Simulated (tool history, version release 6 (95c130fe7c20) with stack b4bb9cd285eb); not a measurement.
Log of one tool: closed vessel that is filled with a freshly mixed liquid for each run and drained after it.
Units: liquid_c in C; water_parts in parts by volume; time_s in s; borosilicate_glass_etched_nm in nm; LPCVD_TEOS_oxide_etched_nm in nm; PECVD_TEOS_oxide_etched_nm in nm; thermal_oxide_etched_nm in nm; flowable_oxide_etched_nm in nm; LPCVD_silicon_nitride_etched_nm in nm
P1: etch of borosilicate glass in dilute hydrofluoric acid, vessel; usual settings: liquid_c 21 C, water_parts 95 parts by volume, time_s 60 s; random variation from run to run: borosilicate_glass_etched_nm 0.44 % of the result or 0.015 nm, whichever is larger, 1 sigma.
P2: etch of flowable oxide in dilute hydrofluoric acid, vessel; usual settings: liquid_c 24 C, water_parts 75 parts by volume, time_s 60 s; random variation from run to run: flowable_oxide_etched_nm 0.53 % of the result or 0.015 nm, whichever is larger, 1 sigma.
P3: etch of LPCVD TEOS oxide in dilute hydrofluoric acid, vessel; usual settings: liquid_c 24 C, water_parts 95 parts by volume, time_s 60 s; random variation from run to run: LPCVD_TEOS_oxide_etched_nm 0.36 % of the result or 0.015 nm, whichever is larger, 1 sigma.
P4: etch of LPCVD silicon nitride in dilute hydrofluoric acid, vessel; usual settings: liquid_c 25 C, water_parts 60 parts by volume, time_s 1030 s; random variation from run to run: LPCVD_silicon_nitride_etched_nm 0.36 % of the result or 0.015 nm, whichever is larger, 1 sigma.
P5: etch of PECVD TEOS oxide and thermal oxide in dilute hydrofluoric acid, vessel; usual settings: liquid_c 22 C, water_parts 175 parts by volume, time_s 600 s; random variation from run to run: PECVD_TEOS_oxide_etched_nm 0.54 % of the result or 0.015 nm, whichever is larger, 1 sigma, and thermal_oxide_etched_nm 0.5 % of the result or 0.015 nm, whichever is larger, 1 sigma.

| run | hour | process | liquid_c | water_parts | time_s | hours since the thermometer was replaced | hours since the hydrofluoric acid flow meter was replaced | borosilicate_glass_etched_nm | LPCVD_TEOS_oxide_etched_nm | PECVD_TEOS_oxide_etched_nm | thermal_oxide_etched_nm | flowable_oxide_etched_nm | LPCVD_silicon_nitride_etched_nm |
|---|---|---|---|---|---|---|---|---|---|---|---|---|---|
| 1 | 6.7 | P1 | 21 | 95 | 60 | 573.4 | 425.8 | 16.159 |  |  |  |  |  |
| 2 | 20.5 | P3 | 24 | 145 | 60 | 587.2 | 439.6 |  | 11.076 |  |  |  |  |
| 3 | 34.2 | P5 | 22 | 295 | 600 | 600.9 | 453.3 |  |  | 17.986 | 7.2654 |  |  |
| 4 | 43.5 | P3 | 30.5 | 95 | 60 | 610.2 | 462.6 |  | 23.305 |  |  |  |  |
| 5 | 53.8 | P1 | 21 | 170 | 60 | 620.5 | 472.9 | 8.2948 |  |  |  |  |  |
| 6 | 63.9 | P1 | 21 | 95 | 60 | 630.6 | 483 | 16.102 |  |  |  |  |  |
| 7 | 70.8 | P5 | 22 | 175 | 600 | 637.5 | 489.9 |  |  | 33.995 | 13.886 |  |  |
| 8 | 81.2 | P1 | 17 | 95 | 60 | 647.9 | 500.3 | 13.729 |  |  |  |  |  |
| 9 | 95.5 | P5 | 27 | 175 | 600 | 662.2 | 514.6 |  |  | 41.868 | 16.59 |  |  |
|  | 99.1 | thermometer replaced |
| 10 | 104.9 | P3 | 24 | 95 | 60 | 5.9 | 524 |  | 18.14 |  |  |  |  |
| 11 | 112.6 | P2 | 24 | 75 | 60 | 13.6 | 531.7 |  |  |  |  | 38.952 |  |
| 12 | 124.2 | P1 | 21 | 95 | 60 | 25.2 | 543.3 | 16.09 |  |  |  |  |  |
| 13 | 133 | P1 | 21 | 135 | 95 | 34 | 552.1 | 17.257 |  |  |  |  |  |
| 14 | 143.9 | P1 | 21 | 95 | 120 | 44.9 | 563 | 32.147 |  |  |  |  |  |
| 15 | 152.1 | P5 | 22 | 175 | 30 | 53.1 | 571.2 |  |  | 1.7152 | 0.71908 |  |  |
| 16 | 164.8 | P1 | 21 | 95 | 60 | 65.8 | 583.9 | 16.15 |  |  |  |  |  |
| 17 | 173 | P1 | 21 | 95 | 60 | 74 | 592.1 | 16.241 |  |  |  |  |  |
| 18 | 183.5 | P1 | 28.5 | 95 | 60 | 84.5 | 602.6 | 21.682 |  |  |  |  |  |
| 19 | 194 | P4 | 25 | 60 | 1030 | 95 | 613.1 |  |  |  |  |  | 8.6285 |
| 20 | 206.4 | P4 | 25 | 60 | 1030 | 107.4 | 625.5 |  |  |  |  |  | 8.6412 |
| 21 | 215.6 | P4 | 25 | 25 | 1030 | 116.6 | 634.7 |  |  |  |  |  | 20.201 |
| 22 | 226.8 | P3 | 24 | 95 | 105 | 127.8 | 645.9 |  | 31.703 |  |  |  |  |
| 23 | 237.5 | P2 | 24 | 75 | 60 | 138.5 | 656.6 |  |  |  |  | 38.441 |  |
| 24 | 248.7 | P4 | 19.5 | 60 | 1030 | 149.7 | 667.8 |  |  |  |  |  | 5.881 |
| 25 | 258.5 | P1 | 21 | 20 | 60 | 159.5 | 677.6 | 84.24 |  |  |  |  |  |
| 26 | 267 | P2 | 24 | 75 | 35 | 168 | 686.1 |  |  |  |  | 22.636 |  |
| 27 | 279.3 | P2 | 31 | 75 | 60 | 180.3 | 698.4 |  |  |  |  | 51.061 |  |
| 28 | 293.8 | P1 | 21 | 95 | 60 | 194.8 | 712.9 | 16.105 |  |  |  |  |  |
| 29 | 301 | P4 | 25 | 60 | 2055 | 202 | 720.1 |  |  |  |  |  | 17.189 |
| 30 | 310 | P3 | 24 | 95 | 60 | 211 | 729.1 |  | 18.126 |  |  |  |  |
| 31 | 319.3 | P5 | 22 | 175 | 600 | 220.3 | 738.4 |  |  | 34.276 | 13.872 |  |  |
| 32 | 330.9 | P2 | 24 | 110 | 60 | 231.9 | 750 |  |  |  |  | 25.416 |  |
| 33 | 342.8 | P1 | 21 | 95 | 30 | 243.8 | 761.9 | 8.0152 |  |  |  |  |  |
| 34 | 357.5 | P1 | 21 | 95 | 60 | 258.5 | 776.6 | 16.105 |  |  |  |  |  |
| 35 | 371.2 | P1 | 21 | 95 | 60 | 272.2 | 790.3 | 16.889 |  |  |  |  |  |
| 36 | 378.3 | P1 | 21 | 95 | 60 | 279.3 | 797.4 | 17.211 |  |  |  |  |  |
| 37 | 384.8 | P1 | 21 | 95 | 60 | 285.8 | 803.9 | 17.249 |  |  |  |  |  |
| 38 | 396 | P1 | 21 | 95 | 60 | 297 | 815.1 | 17.419 |  |  |  |  |  |
| 39 | 403 | P1 | 21 | 95 | 60 | 304 | 822.1 | 17.28 |  |  |  |  |  |
| 40 | 411.9 | P1 | 21 | 95 | 60 | 312.9 | 831 | 17.385 |  |  |  |  |  |
| 41 | 422.3 | P1 | 21 | 95 | 60 | 323.3 | 841.4 | 17.355 |  |  |  |  |  |

What P1 gives has crept away from where it was. These 2 causes fit the log equally well, each at the size given:
A: hydrofluoric acid flow above the setpoint (%) = 6.89
B: liquid hotter than its thermometer reads (K) = 1.82
The creep began at about hour 357.5.

4 check runs are offered, one wafer each, their results left as question marks. Which one tells the causes apart?
| check 1 | 432.7 | P2 | 24 | 75 | 60 |  |  |  |  |  |  | ? |  |
| check 2 | 432.7 | P3 | 24 | 95 | 60 |  |  |  | ? |  |  |  |  |
| check 3 | 432.7 | P4 | 25 | 60 | 1030 |  |  |  |  |  |  |  | ? |
| check 4 | 432.7 | P5 | 22 | 175 | 600 |  |  |  |  | ? | ? |  |  |

What each check would give under each cause:
| check | result | if A | if B |
|---|---|---|---|
| check 1 | flowable_oxide_etched_nm | 41.848 | 41.854 |
| check 2 | LPCVD_TEOS_oxide_etched_nm | 19.491 | 19.444 |
| check 3 | LPCVD_silicon_nitride_etched_nm | 9.1818 | 9.6995 |
| check 4 | PECVD_TEOS_oxide_etched_nm | 37.277 | 36.927 |
| check 4 | thermal_oxide_etched_nm | 14.924 | 14.783 |
How far apart the two closest causes lie, in the result that separates them most: check 1 0.01 %; check 2 0.24 %; check 3 5.48 %; check 4 0.94 %
Check 3 tells the causes apart: in the others they would give nearly the same result.

Then check 3 was run and gave: LPCVD_silicon_nitride_etched_nm 9.1719 nm. Which cause is it?

It is A: hydrofluoric acid flow above the setpoint (%).
